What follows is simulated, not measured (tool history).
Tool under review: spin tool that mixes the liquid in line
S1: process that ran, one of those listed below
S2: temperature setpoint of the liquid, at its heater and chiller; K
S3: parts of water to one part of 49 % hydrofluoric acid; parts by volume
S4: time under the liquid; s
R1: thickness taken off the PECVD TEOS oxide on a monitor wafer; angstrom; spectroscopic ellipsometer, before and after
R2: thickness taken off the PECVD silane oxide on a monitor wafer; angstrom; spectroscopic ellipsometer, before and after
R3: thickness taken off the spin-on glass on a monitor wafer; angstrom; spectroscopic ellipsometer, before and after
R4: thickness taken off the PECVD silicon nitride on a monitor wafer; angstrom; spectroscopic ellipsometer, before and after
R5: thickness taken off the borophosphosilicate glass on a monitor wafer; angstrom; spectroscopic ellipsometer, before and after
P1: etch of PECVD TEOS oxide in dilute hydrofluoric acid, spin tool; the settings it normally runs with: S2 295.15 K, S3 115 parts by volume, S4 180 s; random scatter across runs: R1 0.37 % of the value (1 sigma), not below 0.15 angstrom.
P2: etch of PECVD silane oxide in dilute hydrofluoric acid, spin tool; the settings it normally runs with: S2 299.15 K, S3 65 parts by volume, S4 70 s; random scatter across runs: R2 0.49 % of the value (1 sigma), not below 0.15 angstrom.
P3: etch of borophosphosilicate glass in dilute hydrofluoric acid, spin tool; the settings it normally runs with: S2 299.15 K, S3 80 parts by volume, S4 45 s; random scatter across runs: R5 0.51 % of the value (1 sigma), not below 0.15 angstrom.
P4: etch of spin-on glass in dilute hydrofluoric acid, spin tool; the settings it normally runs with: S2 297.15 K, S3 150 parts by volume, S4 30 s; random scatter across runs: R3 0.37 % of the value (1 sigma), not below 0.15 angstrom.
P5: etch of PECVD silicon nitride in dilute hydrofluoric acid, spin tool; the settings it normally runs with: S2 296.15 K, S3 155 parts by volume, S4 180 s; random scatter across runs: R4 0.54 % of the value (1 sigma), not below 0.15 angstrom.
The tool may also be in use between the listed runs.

run 1 hour=9.2 | S1=P1 S2=295.15 S3=115 S4=180 | R1=157.17
run 2 hour=15.2 | S1=P1 S2=295.15 S3=115 S4=180 | R1=157.88
run 3 hour=21 | S1=P2 S2=299.15 S3=65 S4=70 | R2=443.18
run 4 hour=26 | S1=P4 S2=297.15 S3=40 S4=30 | R3=265.59
run 5 hour=36.5 | S1=P1 S2=295.15 S3=30 S4=180 | R1=672.19
-- hour=36.7 hydrofluoric acid flow meter replaced
run 6 hour=43.6 | S1=P1 S2=295.15 S3=115 S4=25 | R1=21.779
run 7 hour=50.8 | S1=P1 S2=295.15 S3=165 S4=180 | R1=103.67
-- hour=52.5 thermometer replaced
run 8 hour=59.6 | S1=P5 S2=300.65 S3=155 S4=180 | R4=61.712
run 9 hour=67.3 | S1=P1 S2=295.15 S3=155 S4=45 | R1=28.285
run 10 hour=72.2 | S1=P2 S2=307.15 S3=65 S4=70 | R2=598.78
run 11 hour=80.3 | S1=P2 S2=299.15 S3=20 S4=70 | R2=1517.3
run 12 hour=89.9 | S1=P5 S2=296.15 S3=155 S4=180 | R4=46.278
run 13 hour=96.3 | S1=P1 S2=295.15 S3=115 S4=180 | R1=156.71
run 14 hour=106 | S1=P3 S2=299.15 S3=80 S4=45 | R5=233.11
run 15 hour=111.5 | S1=P3 S2=299.15 S3=115 S4=45 | R5=155.52
run 16 hour=116.8 | S1=P3 S2=299.15 S3=80 S4=45 | R5=233.32
run 17 hour=124.9 | S1=P1 S2=295.15 S3=115 S4=265 | R1=232.48
run 18 hour=134.9 | S1=P4 S2=297.15 S3=150 S4=55 | R3=113.99
run 19 hour=141.4 | S1=P1 S2=298.65 S3=115 S4=180 | R1=180.09
run 20 hour=146.6 | S1=P3 S2=294.15 S3=80 S4=45 | R5=191.78
run 21 hour=153.3 | S1=P5 S2=296.15 S3=20 S4=180 | R4=343.37
run 22 hour=163.4 | S1=P4 S2=297.15 S3=150 S4=30 | R3=62.446
run 23 hour=168.5 | S1=P1 S2=295.15 S3=115 S4=180 | R1=157.2
run 24 hour=174.9 | S1=P2 S2=299.15 S3=65 S4=100 | R2=631.38
run 25 hour=179.8 | S1=P1 S2=295.15 S3=115 S4=180 | R1=158.19
run 26 hour=189.6 | S1=P5 S2=296.15 S3=155 S4=45 | R4=11.358
run 27 hour=199.8 | S1=P3 S2=299.15 S3=80 S4=15 | R5=77.512
run 28 hour=205.5 | S1=P1 S2=301.15 S3=210 S4=180 | R1=97.631
run 29 hour=210.7 | S1=P1 S2=290.15 S3=115 S4=180 | R1=128.34
run 30 hour=215.3 | S1=P1 S2=295.15 S3=185 S4=80 | R1=40.394
run 31 hour=221.8 | S1=P4 S2=304.15 S3=150 S4=30 | R3=80.595
run 32 hour=230.6 | S1=P1 S2=295.15 S3=115 S4=180 | R1=157.46
run 33 hour=236.9 | S1=P1 S2=295.15 S3=115 S4=180 | R1=164.13
run 34 hour=246.4 | S1=P1 S2=295.15 S3=115 S4=180 | R1=169.42
run 35 hour=254.2 | S1=P1 S2=295.15 S3=115 S4=180 | R1=171.87
run 36 hour=263.3 | S1=P1 S2=295.15 S3=115 S4=180 | R1=172.23
run 37 hour=271.3 | S1=P1 S2=295.15 S3=115 S4=180 | R1=173.42
run 38 hour=279.8 | S1=P1 S2=295.15 S3=115 S4=180 | R1=173.44

P1 no longer gives what it gave before; its output has crept away from where it was. The following 2 causes, each at its listed size, fit the log equally well:
A: hydrofluoric acid flow above the setpoint (%) = 8.9
B: liquid hotter than its thermometer reads (K) = 2.44
The creep began at about hour 230.6.

Of the 4 check runs listed below, each run on one wafer and each result written as a question mark, which would let you distinguish the listed causes because they would give clearly different results?
run check 1 hour=288.3 | S1=P5 S2=296.15 S3=30 S4=70 | R4=?
run check 2 hour=288.3 | S1=P3 S2=296.15 S3=105 S4=45 | R5=?
run check 3 hour=288.3 | S1=P2 S2=305.65 S3=20 S4=70 | R2=?
run check 4 hour=288.3 | S1=P4 S2=297.15 S3=55 S4=30 | R3=?

If the cause were each of the candidates in turn, the checks would give the following:
check=check_1 result=R4 if_A=97.806 if_B=106.36
check=check_2 result=R5 if_A=167.67 if_B=167.77
check=check_3 result=R2 if_A=2167.1 if_B=2185.1
check=check_4 result=R3 if_A=208.2 if_B=209.86
Distance between the nearest two causes, measured in the result of the check that separates them most: check 1 8.38 %; check 2 0.06 %; check 3 0.83 %; check 4 0.79 %
Check 1 tells the causes apart: in the others they would give nearly the same result.

Check 1 was then run and gave: R4 97.508 angstrom. Which cause is it?

Of the candidate causes, it is A: hydrofluoric acid flow above the setpoint (%).

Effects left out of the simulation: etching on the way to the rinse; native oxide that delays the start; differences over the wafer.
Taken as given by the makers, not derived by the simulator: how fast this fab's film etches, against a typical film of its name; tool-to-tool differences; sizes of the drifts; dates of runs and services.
